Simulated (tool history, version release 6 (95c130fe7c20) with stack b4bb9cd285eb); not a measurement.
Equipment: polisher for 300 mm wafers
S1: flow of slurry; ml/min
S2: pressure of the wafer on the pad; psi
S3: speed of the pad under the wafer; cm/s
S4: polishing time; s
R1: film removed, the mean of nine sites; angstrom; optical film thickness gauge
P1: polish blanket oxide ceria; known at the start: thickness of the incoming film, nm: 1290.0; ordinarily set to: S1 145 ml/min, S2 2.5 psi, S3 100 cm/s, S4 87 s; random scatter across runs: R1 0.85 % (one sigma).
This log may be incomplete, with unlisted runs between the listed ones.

Run 1, hour 2.1: S1 145 ml/min, S2 2.5 psi, S3 100 cm/s, S4 87 s. Result: R1 3381.3 angstrom.
Run 2, hour 4.7: S1 225 ml/min, S2 2.5 psi, S3 100 cm/s, S4 87 s. Result: R1 3593.1 angstrom.
Run 3, hour 7.1: S1 145 ml/min, S2 2.5 psi, S3 154 cm/s, S4 87 s. Result: R1 5274.6 angstrom.
Run 4, hour 9.8: S1 145 ml/min, S2 3.8 psi, S3 100 cm/s, S4 87 s. Result: R1 5154 angstrom.
Run 5, hour 13.2: S1 145 ml/min, S2 2.5 psi, S3 44 cm/s, S4 87 s. Result: R1 1483.9 angstrom.
Run 6, hour 16.1: S1 145 ml/min, S2 2.5 psi, S3 100 cm/s, S4 87 s. Result: R1 3422.9 angstrom.
Run 7, hour 19.4: S1 145 ml/min, S2 2.5 psi, S3 100 cm/s, S4 87 s. Result: R1 3380.7 angstrom.
Run 8, hour 23.3: S1 145 ml/min, S2 2.5 psi, S3 100 cm/s, S4 121 s. Result: R1 4803.4 angstrom.
Run 9, hour 25.9: S1 145 ml/min, S2 1.1 psi, S3 100 cm/s, S4 87 s. Result: R1 1498.2 angstrom.
Run 10, hour 28.8: S1 145 ml/min, S2 2.5 psi, S3 100 cm/s, S4 87 s. Result: R1 3386 angstrom.
Run 11, hour 32.5: S1 145 ml/min, S2 2.5 psi, S3 100 cm/s, S4 87 s. Result: R1 3370.9 angstrom.
Run 12, hour 35.5: S1 145 ml/min, S2 3.5 psi, S3 74 cm/s, S4 87 s. Result: R1 3504.5 angstrom.
Run 13, hour 37.6: S1 145 ml/min, S2 2.5 psi, S3 100 cm/s, S4 87 s. Result: R1 3437.1 angstrom.
Run 14, hour 41.3: S1 145 ml/min, S2 2.5 psi, S3 100 cm/s, S4 48 s. Result: R1 1899.7 angstrom.
Run 15, hour 43.7: S1 95 ml/min, S2 2.5 psi, S3 100 cm/s, S4 87 s. Result: R1 3099 angstrom.
Run 16, hour 47.5: S1 190 ml/min, S2 3.6 psi, S3 100 cm/s, S4 87 s. Result: R1 5192.9 angstrom.
Run 17, hour 51.3: S1 145 ml/min, S2 2.5 psi, S3 100 cm/s, S4 87 s. Result: R1 3391.8 angstrom.
Run 18, hour 53.3: S1 145 ml/min, S2 2.5 psi, S3 100 cm/s, S4 87 s. Result: R1 3332.3 angstrom.
Run 19, hour 56.2: S1 145 ml/min, S2 2.5 psi, S3 100 cm/s, S4 87 s. Result: R1 3257.8 angstrom.
Run 20, hour 59.7: S1 145 ml/min, S2 2.5 psi, S3 100 cm/s, S4 87 s. Result: R1 3166.2 angstrom.
Run 21, hour 64: S1 145 ml/min, S2 2.5 psi, S3 100 cm/s, S4 87 s. Result: R1 3076 angstrom.
At hour 65.7: head pressure recalibrated.
Run 22, hour 66.4: S1 145 ml/min, S2 2.5 psi, S3 100 cm/s, S4 87 s. Result: R1 3121.1 angstrom.
Run 23, hour 70.4: S1 145 ml/min, S2 2.5 psi, S3 100 cm/s, S4 87 s. Result: R1 3139.3 angstrom.
Run 24, hour 73.4: S1 145 ml/min, S2 2.5 psi, S3 100 cm/s, S4 87 s. Result: R1 3103.4 angstrom.

The log shows P1 creeping away from where it was. Any of the 2 causes listed here, at the size stated for it, fits the log just as well as the others:
A: removal rate lost through wear of the pad, % = 9.56
B: slurry flow missing at the pad, % = 36.5
Onset of the creep was near hour 51.3.
Excluded causes, each with its reason:
head's pressure below its setpoint, %: work on it at hour 65.7, done after the drift set in, did not restore what the process gave before

You are offered 4 check runs, listed below with question marks in place of their results; each one averages 5 wafers. Which run separates the listed causes by giving clearly different results for each?
Run check 1, hour 76.4: S1 145 ml/min, S2 1.3 psi, S3 100 cm/s, S4 55 s. Result: R1 ?.
Run check 2, hour 76.4: S1 220 ml/min, S2 2.5 psi, S3 140 cm/s, S4 87 s. Result: R1 ?.
Run check 3, hour 76.4: S1 145 ml/min, S2 2.5 psi, S3 134 cm/s, S4 87 s. Result: R1 ?.
Run check 4, hour 76.4: S1 145 ml/min, S2 2.5 psi, S3 70 cm/s, S4 120 s. Result: R1 ?.

Expected result of each check under each candidate cause:
  check  result    if A    if B
check 1      R1  1014.7  1014.6
check 2      R1  4597.3  4745.9
check 3      R1  4136.2  4135.9
check 4      R1  2980.3    2980
How far apart the two closest causes lie, in the result that separates them most: check 1 0.01 %; check 2 3.18 %; check 3 0.01 %; check 4 0.01 %
Of the check runs offered, only check 2 discriminates between the causes; the rest would read about the same regardless of which cause applies.

With check 2 done, the readings were: R1 4572.3 angstrom. Identify which of the listed causes applies.

The correct cause is A, namely: removal rate lost through wear of the pad, %.
